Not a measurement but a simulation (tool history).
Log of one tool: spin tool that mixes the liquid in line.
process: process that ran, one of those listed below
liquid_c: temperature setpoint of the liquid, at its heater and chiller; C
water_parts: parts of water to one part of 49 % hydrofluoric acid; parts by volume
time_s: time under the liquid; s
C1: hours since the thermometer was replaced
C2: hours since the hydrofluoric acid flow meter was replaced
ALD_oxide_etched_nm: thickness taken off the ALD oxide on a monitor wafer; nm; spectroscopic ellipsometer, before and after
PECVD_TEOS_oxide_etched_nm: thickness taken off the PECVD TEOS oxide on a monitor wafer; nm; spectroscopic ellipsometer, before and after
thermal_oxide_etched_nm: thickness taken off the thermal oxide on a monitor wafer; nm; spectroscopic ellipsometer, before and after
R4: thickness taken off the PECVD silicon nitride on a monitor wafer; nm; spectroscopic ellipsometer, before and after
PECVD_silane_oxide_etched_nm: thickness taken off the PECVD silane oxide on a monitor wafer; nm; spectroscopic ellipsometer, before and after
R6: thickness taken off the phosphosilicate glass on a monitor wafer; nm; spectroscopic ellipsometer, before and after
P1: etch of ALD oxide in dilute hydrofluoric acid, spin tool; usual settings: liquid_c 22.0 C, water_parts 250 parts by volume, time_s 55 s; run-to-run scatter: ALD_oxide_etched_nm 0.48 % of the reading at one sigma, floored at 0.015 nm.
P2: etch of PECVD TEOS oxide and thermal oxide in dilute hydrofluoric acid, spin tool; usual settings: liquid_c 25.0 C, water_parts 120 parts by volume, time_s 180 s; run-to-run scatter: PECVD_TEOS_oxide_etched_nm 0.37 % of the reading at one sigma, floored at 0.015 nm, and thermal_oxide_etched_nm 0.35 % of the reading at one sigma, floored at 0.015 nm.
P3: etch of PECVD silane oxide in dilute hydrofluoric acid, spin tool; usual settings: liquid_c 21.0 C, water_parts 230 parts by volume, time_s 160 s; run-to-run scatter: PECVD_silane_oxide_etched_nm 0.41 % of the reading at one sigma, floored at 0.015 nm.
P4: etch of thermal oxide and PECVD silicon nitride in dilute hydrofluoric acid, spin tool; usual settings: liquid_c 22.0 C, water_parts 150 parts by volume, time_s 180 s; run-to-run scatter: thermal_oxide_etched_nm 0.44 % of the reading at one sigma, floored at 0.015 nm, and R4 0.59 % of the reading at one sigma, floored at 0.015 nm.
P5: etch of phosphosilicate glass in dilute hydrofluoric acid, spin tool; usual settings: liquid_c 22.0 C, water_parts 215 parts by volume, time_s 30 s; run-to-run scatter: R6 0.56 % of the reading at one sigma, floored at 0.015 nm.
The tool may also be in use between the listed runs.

Run 1, day 0.404: process P1, liquid_c 22.0 C, water_parts 250 parts by volume, time_s 55 s; C1 1516.2; C2 346.4. Result: ALD_oxide_etched_nm 4.6821 nm.
Run 2, day 0.854: process P1, liquid_c 22.0 C, water_parts 250 parts by volume, time_s 55 s; C1 1527.0; C2 357.2. Result: ALD_oxide_etched_nm 4.7212 nm.
Run 3, day 1.196: process P1, liquid_c 22.0 C, water_parts 360 parts by volume, time_s 85 s; C1 1535.2; C2 365.4. Result: ALD_oxide_etched_nm 4.5812 nm.
Run 4, day 1.604: process P2, liquid_c 25.0 C, water_parts 210 parts by volume, time_s 180 s; C1 1545.0; C2 375.2. Result: PECVD_TEOS_oxide_etched_nm 6.6306 nm, thermal_oxide_etched_nm 3.6334 nm.
Run 5, day 1.917: process P1, liquid_c 22.0 C, water_parts 250 parts by volume, time_s 15 s; C1 1552.5; C2 382.7. Result: ALD_oxide_etched_nm 1.2891 nm.
Run 6, day 2.338: process P2, liquid_c 25.0 C, water_parts 120 parts by volume, time_s 180 s; C1 1562.6; C2 392.8. Result: PECVD_TEOS_oxide_etched_nm 12.8100 nm, thermal_oxide_etched_nm 7.0230 nm.
Run 7, day 2.650: process P4, liquid_c 27.0 C, water_parts 150 parts by volume, time_s 180 s; C1 1570.1; C2 400.3. Result: thermal_oxide_etched_nm 5.9880 nm, R4 5.45670 nm.
Run 8, day 2.912: process P3, liquid_c 21.0 C, water_parts 385 parts by volume, time_s 160 s; C1 1576.4; C2 406.6. Result: PECVD_silane_oxide_etched_nm 6.7994 nm.
Run 9, day 3.142: process P1, liquid_c 17.0 C, water_parts 150 parts by volume, time_s 55 s; C1 1581.9; C2 412.1. Result: ALD_oxide_etched_nm 7.0614 nm.
Run 10, day 3.542: process P4, liquid_c 22.0 C, water_parts 150 parts by volume, time_s 180 s; C1 1591.5; C2 421.7. Result: thermal_oxide_etched_nm 4.9731 nm, R4 3.95650 nm.
Run 11, day 3.767: process P1, liquid_c 22.0 C, water_parts 455 parts by volume, time_s 55 s; C1 1596.9; C2 427.1. Result: ALD_oxide_etched_nm 2.1660 nm.
Run 12, day 4.104: process P2, liquid_c 25.0 C, water_parts 120 parts by volume, time_s 55 s; C1 1605.0; C2 435.2. Result: PECVD_TEOS_oxide_etched_nm 3.9235 nm, thermal_oxide_etched_nm 2.1718 nm.
Run 13, day 4.358: process P4, liquid_c 22.0 C, water_parts 80 parts by volume, time_s 180 s; C1 1611.1; C2 441.3. Result: thermal_oxide_etched_nm 10.0630 nm, R4 7.37110 nm.
Run 14, day 4.738: process P1, liquid_c 22.0 C, water_parts 250 parts by volume, time_s 55 s; C1 1620.2; C2 450.4. Result: ALD_oxide_etched_nm 4.7134 nm.
Run 15, day 5.062: process P1, liquid_c 18.0 C, water_parts 250 parts by volume, time_s 55 s; C1 1628.0; C2 458.2. Result: ALD_oxide_etched_nm 4.0471 nm.
Run 16, day 5.433: process P5, liquid_c 28.5 C, water_parts 215 parts by volume, time_s 30 s; C1 1636.9; C2 467.1. Result: R6 13.4650 nm.
Run 17, day 5.854: process P1, liquid_c 30.0 C, water_parts 95 parts by volume, time_s 55 s; C1 1647.0; C2 477.2. Result: ALD_oxide_etched_nm 19.7560 nm.
Run 18, day 6.050: process P3, liquid_c 21.0 C, water_parts 230 parts by volume, time_s 160 s; C1 1651.7; C2 481.9. Result: PECVD_silane_oxide_etched_nm 13.1390 nm.
Run 19, day 6.400: process P1, liquid_c 22.0 C, water_parts 250 parts by volume, time_s 95 s; C1 1660.1; C2 490.3. Result: ALD_oxide_etched_nm 8.1723 nm.
Run 20, day 6.638: process P1, liquid_c 22.0 C, water_parts 115 parts by volume, time_s 55 s; C1 1665.8; C2 496.0. Result: ALD_oxide_etched_nm 11.7210 nm.
Run 21, day 6.867: process P3, liquid_c 21.0 C, water_parts 230 parts by volume, time_s 160 s; C1 1671.3; C2 501.5. Result: PECVD_silane_oxide_etched_nm 13.1270 nm.
Run 22, day 7.312: process P1, liquid_c 22.0 C, water_parts 250 parts by volume, time_s 55 s; C1 1682.0; C2 512.2. Result: ALD_oxide_etched_nm 4.7294 nm.
Run 23, day 7.621: process P5, liquid_c 22.0 C, water_parts 215 parts by volume, time_s 50 s; C1 1689.4; C2 519.6. Result: R6 17.5620 nm.
Run 24, day 8.017: process P4, liquid_c 22.0 C, water_parts 150 parts by volume, time_s 40 s; C1 1698.9; C2 529.1. Result: thermal_oxide_etched_nm 1.1270 nm, R4 0.90526 nm.
Run 25, day 8.383: process P5, liquid_c 22.0 C, water_parts 365 parts by volume, time_s 30 s; C1 1707.7; C2 537.9. Result: R6 5.4563 nm.
Run 26, day 8.621: process P1, liquid_c 22.0 C, water_parts 250 parts by volume, time_s 55 s; C1 1713.4; C2 543.6. Result: ALD_oxide_etched_nm 4.7473 nm.
Run 27, day 8.888: process P4, liquid_c 22.0 C, water_parts 150 parts by volume, time_s 180 s; C1 1719.8; C2 550.0. Result: thermal_oxide_etched_nm 5.0065 nm, R4 3.99450 nm.
Run 28, day 9.271: process P3, liquid_c 28.5 C, water_parts 230 parts by volume, time_s 160 s; C1 1729.0; C2 559.2. Result: PECVD_silane_oxide_etched_nm 17.1430 nm.
Run 29, day 9.525: process P2, liquid_c 33.0 C, water_parts 120 parts by volume, time_s 180 s; C1 1735.1; C2 565.3. Result: PECVD_TEOS_oxide_etched_nm 17.2290 nm, thermal_oxide_etched_nm 9.5002 nm.
Run 30, day 9.938: process P5, liquid_c 22.0 C, water_parts 215 parts by volume, time_s 30 s; C1 1745.0; C2 575.2. Result: R6 10.5450 nm.

Predict the results of run 31:
Run 31, day 10.212: process P3, liquid_c 21.0 C, water_parts 230 parts by volume, time_s 35 s; C1 1751.6; C2 581.8. Result: PECVD_silane_oxide_etched_nm ?.

{"run 31": {"PECVD_silane_oxide_etched_nm": 2.8592}}

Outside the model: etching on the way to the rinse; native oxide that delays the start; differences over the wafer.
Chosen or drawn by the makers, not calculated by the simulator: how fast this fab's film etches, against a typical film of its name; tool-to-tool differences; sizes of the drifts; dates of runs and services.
